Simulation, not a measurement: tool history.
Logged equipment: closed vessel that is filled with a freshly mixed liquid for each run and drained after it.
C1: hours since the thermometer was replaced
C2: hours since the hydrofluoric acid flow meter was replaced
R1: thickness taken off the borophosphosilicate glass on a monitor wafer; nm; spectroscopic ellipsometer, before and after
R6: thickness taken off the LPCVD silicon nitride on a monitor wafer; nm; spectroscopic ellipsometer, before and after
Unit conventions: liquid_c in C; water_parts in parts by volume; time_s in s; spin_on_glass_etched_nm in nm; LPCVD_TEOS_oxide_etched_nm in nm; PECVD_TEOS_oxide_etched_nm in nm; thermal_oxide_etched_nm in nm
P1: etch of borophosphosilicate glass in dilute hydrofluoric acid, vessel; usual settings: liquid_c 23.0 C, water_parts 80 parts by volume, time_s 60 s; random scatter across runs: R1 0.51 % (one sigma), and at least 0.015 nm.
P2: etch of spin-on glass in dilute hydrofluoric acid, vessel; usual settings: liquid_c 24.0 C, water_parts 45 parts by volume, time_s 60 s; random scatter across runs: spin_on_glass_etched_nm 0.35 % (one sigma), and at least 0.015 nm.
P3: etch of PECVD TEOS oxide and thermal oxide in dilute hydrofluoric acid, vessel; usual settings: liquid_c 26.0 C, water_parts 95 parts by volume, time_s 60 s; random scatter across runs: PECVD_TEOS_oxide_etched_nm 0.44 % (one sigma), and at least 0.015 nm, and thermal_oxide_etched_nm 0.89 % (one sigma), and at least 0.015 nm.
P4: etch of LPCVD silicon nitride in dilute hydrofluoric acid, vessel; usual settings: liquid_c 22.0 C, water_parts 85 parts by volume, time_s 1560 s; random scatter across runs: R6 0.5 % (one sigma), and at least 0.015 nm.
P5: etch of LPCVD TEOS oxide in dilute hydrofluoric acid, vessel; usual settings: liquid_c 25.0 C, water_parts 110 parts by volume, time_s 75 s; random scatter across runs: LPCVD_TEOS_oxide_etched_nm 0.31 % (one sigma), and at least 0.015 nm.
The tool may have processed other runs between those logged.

{"run": 1, "hour": 11.5, "process": "P1", "liquid_c": 23.0, "water_parts": 80, "time_s": 60, "C1": 562.4, "C2": 274.2, "R1": 27.449}
{"run": 2, "hour": 22.6, "process": "P2", "liquid_c": 24.0, "water_parts": 20, "time_s": 60, "C1": 573.5, "C2": 285.3, "spin_on_glass_etched_nm": 120.54}
{"run": 3, "hour": 37.7, "process": "P1", "liquid_c": 23.0, "water_parts": 80, "time_s": 30, "C1": 588.6, "C2": 300.4, "R1": 13.937}
{"run": 4, "hour": 46.5, "process": "P5", "liquid_c": 25.0, "water_parts": 110, "time_s": 30, "C1": 597.4, "C2": 309.2, "LPCVD_TEOS_oxide_etched_nm": 15.189}
{"run": 5, "hour": 59.7, "process": "P3", "liquid_c": 21.0, "water_parts": 95, "time_s": 60, "C1": 610.6, "C2": 322.4, "PECVD_TEOS_oxide_etched_nm": 14.457, "thermal_oxide_etched_nm": 2.3793}
{"run": 6, "hour": 71.6, "process": "P2", "liquid_c": 24.0, "water_parts": 45, "time_s": 115, "C1": 622.5, "C2": 334.3, "spin_on_glass_etched_nm": 99.795}
{"run": 7, "hour": 83.6, "process": "P5", "liquid_c": 30.5, "water_parts": 110, "time_s": 75, "C1": 634.5, "C2": 346.3, "LPCVD_TEOS_oxide_etched_nm": 46.765}
{"run": 8, "hour": 92.6, "process": "P1", "liquid_c": 23.0, "water_parts": 80, "time_s": 60, "C1": 643.5, "C2": 355.3, "R1": 27.533}
{"run": 9, "hour": 99.7, "process": "P4", "liquid_c": 22.0, "water_parts": 85, "time_s": 1560, "C1": 650.6, "C2": 362.4, "R6": 7.8518}
{"run": 10, "hour": 108.4, "process": "P1", "liquid_c": 23.0, "water_parts": 80, "time_s": 60, "C1": 659.3, "C2": 371.1, "R1": 27.726}
{"run": 11, "hour": 118.0, "process": "P4", "liquid_c": 22.0, "water_parts": 50, "time_s": 1560, "C1": 668.9, "C2": 380.7, "R6": 13.182}
{"run": 12, "hour": 130.7, "process": "P1", "liquid_c": 23.0, "water_parts": 80, "time_s": 100, "C1": 681.6, "C2": 393.4, "R1": 46.41}
{"run": 13, "hour": 140.8, "process": "P5", "liquid_c": 25.0, "water_parts": 20, "time_s": 75, "C1": 691.7, "C2": 403.5, "LPCVD_TEOS_oxide_etched_nm": 235.15}
{"run": 14, "hour": 149.3, "process": "P1", "liquid_c": 23.0, "water_parts": 130, "time_s": 60, "C1": 700.2, "C2": 412.0, "R1": 16.024}
{"run": 15, "hour": 159.6, "process": "P1", "liquid_c": 23.0, "water_parts": 80, "time_s": 60, "C1": 710.5, "C2": 422.3, "R1": 27.894}
{"run": 16, "hour": 174.1, "process": "P1", "liquid_c": 23.0, "water_parts": 50, "time_s": 60, "C1": 725.0, "C2": 436.8, "R1": 46.363}
{"run": 17, "hour": 184.6, "process": "P2", "liquid_c": 24.0, "water_parts": 45, "time_s": 60, "C1": 735.5, "C2": 447.3, "spin_on_glass_etched_nm": 51.716}
{"run": 18, "hour": 191.4, "process": "P4", "liquid_c": 22.0, "water_parts": 85, "time_s": 2355, "C1": 742.3, "C2": 454.1, "R6": 11.8}
{"run": 19, "hour": 201.6, "process": "P1", "liquid_c": 23.0, "water_parts": 80, "time_s": 60, "C1": 752.5, "C2": 464.3, "R1": 27.673}
{"run": 20, "hour": 209.7, "process": "P1", "liquid_c": 17.0, "water_parts": 80, "time_s": 100, "C1": 760.6, "C2": 472.4, "R1": 35.826}
{"run": 21, "hour": 223.7, "process": "P3", "liquid_c": 26.0, "water_parts": 95, "time_s": 110, "C1": 774.6, "C2": 486.4, "PECVD_TEOS_oxide_etched_nm": 32.087, "thermal_oxide_etched_nm": 5.35}
{"run": 22, "hour": 232.5, "process": "P1", "liquid_c": 19.5, "water_parts": 80, "time_s": 90, "C1": 783.4, "C2": 495.2, "R1": 36.135}
{"run": 23, "hour": 243.7, "process": "P1", "liquid_c": 29.5, "water_parts": 80, "time_s": 60, "C1": 794.6, "C2": 506.4, "R1": 35.905}
{"run": 24, "hour": 258.8, "process": "P4", "liquid_c": 22.0, "water_parts": 85, "time_s": 1560, "C1": 809.7, "C2": 521.5, "R6": 7.8954}
{"run": 25, "hour": 269.7, "process": "P1", "liquid_c": 17.0, "water_parts": 80, "time_s": 60, "C1": 820.6, "C2": 532.4, "R1": 21.676}
{"run": 26, "hour": 284.5, "process": "P1", "liquid_c": 23.0, "water_parts": 80, "time_s": 60, "C1": 835.4, "C2": 547.2, "R1": 27.98}
{"run": 27, "hour": 299.6, "process": "P5", "liquid_c": 25.0, "water_parts": 110, "time_s": 75, "C1": 850.5, "C2": 562.3, "LPCVD_TEOS_oxide_etched_nm": 37.78}
{"run": 28, "hour": 312.3, "process": "P1", "liquid_c": 29.5, "water_parts": 35, "time_s": 60, "C1": 863.2, "C2": 575.0, "R1": 87.895}
{"run": 29, "hour": 320.8, "process": "P4", "liquid_c": 17.0, "water_parts": 85, "time_s": 1560, "C1": 871.7, "C2": 583.5, "R6": 5.5282}
{"run": 30, "hour": 334.0, "process": "P3", "liquid_c": 26.0, "water_parts": 95, "time_s": 60, "C1": 884.9, "C2": 596.7, "PECVD_TEOS_oxide_etched_nm": 17.445, "thermal_oxide_etched_nm": 2.9454}
{"run": 31, "hour": 349.0, "process": "P2", "liquid_c": 28.5, "water_parts": 45, "time_s": 60, "C1": 899.9, "C2": 611.7, "spin_on_glass_etched_nm": 62.758}
{"run": 32, "hour": 361.0, "process": "P3", "liquid_c": 26.0, "water_parts": 175, "time_s": 60, "C1": 911.9, "C2": 623.7, "PECVD_TEOS_oxide_etched_nm": 8.6101, "thermal_oxide_etched_nm": 1.45}
{"run": 33, "hour": 372.4, "process": "P1", "liquid_c": 23.0, "water_parts": 80, "time_s": 60, "C1": 923.3, "C2": 635.1, "R1": 27.838}
{"run": 34, "hour": 380.2, "process": "P1", "liquid_c": 23.0, "water_parts": 80, "time_s": 60, "C1": 931.1, "C2": 642.9, "R1": 28.225}
{"run": 35, "hour": 394.2, "process": "P1", "liquid_c": 23.0, "water_parts": 80, "time_s": 60, "C1": 945.1, "C2": 656.9, "R1": 28.888}
{"run": 36, "hour": 406.1, "process": "P1", "liquid_c": 23.0, "water_parts": 80, "time_s": 60, "C1": 957.0, "C2": 668.8, "R1": 29.282}
{"run": 37, "hour": 418.9, "process": "P1", "liquid_c": 23.0, "water_parts": 80, "time_s": 60, "C1": 969.8, "C2": 681.6, "R1": 29.573}
{"run": 38, "hour": 432.2, "process": "P1", "liquid_c": 23.0, "water_parts": 80, "time_s": 60, "C1": 983.1, "C2": 694.9, "R1": 30.113}
{"run": 39, "hour": 443.6, "process": "P1", "liquid_c": 23.0, "water_parts": 80, "time_s": 60, "C1": 994.5, "C2": 706.3, "R1": 30.088}
{"run": 40, "hour": 454.0, "process": "P1", "liquid_c": 23.0, "water_parts": 80, "time_s": 60, "C1": 1004.9, "C2": 716.7, "R1": 29.971}
{"run": 41, "hour": 465.1, "process": "P1", "liquid_c": 23.0, "water_parts": 80, "time_s": 60, "C1": 1016.0, "C2": 727.8, "R1": 30.103}

P1 no longer gives what it gave before; its output has crept away from where it was. The following 2 causes, each at its listed size, fit the log equally well:
A: hydrofluoric acid flow above the setpoint (%) = 7.1
B: liquid hotter than its thermometer reads (K) = 1.87
Onset of the creep was near hour 372.4.

Below are 4 check runs, each on a single wafer, with their results shown as question marks. Which of them would tell the listed causes apart, meaning the causes would give clearly different results under it?
{"run": "check 1", "hour": 476.2, "process": "P2", "liquid_c": 24.0, "water_parts": 45, "time_s": 60, "spin_on_glass_etched_nm": "?"}
{"run": "check 2", "hour": 476.2, "process": "P4", "liquid_c": 22.0, "water_parts": 85, "time_s": 1560, "R6": "?"}
{"run": "check 3", "hour": 476.2, "process": "P3", "liquid_c": 26.0, "water_parts": 95, "time_s": 60, "PECVD_TEOS_oxide_etched_nm": "?", "thermal_oxide_etched_nm": "?"}
{"run": "check 4", "hour": 476.2, "process": "P5", "liquid_c": 25.0, "water_parts": 110, "time_s": 75, "LPCVD_TEOS_oxide_etched_nm": "?"}

Expected result of each check under each candidate cause:
check=check_1 result=spin_on_glass_etched_nm if_A=56.070 if_B=56.306
check=check_2 result=R6 if_A=8.3704 if_B=8.8694
check=check_3 result=PECVD_TEOS_oxide_etched_nm if_A=18.9230 if_B=18.8400
check=check_3 result=thermal_oxide_etched_nm if_A=3.1736 if_B=3.1596
check=check_4 result=LPCVD_TEOS_oxide_etched_nm if_A=40.888 if_B=40.667
Per check, the gap between the least separated pair of causes, taken in the result that splits them most: check 1 0.42 %; check 2 5.79 %; check 3 0.44 %; check 4 0.54 %
Check 2 distinguishes between the causes, while the remaining checks would return nearly the same result for all of them.

With check 2 done, the readings were: R6 8.8704 nm. Identify which of the listed causes applies.

The cause is B: liquid hotter than its thermometer reads (K).

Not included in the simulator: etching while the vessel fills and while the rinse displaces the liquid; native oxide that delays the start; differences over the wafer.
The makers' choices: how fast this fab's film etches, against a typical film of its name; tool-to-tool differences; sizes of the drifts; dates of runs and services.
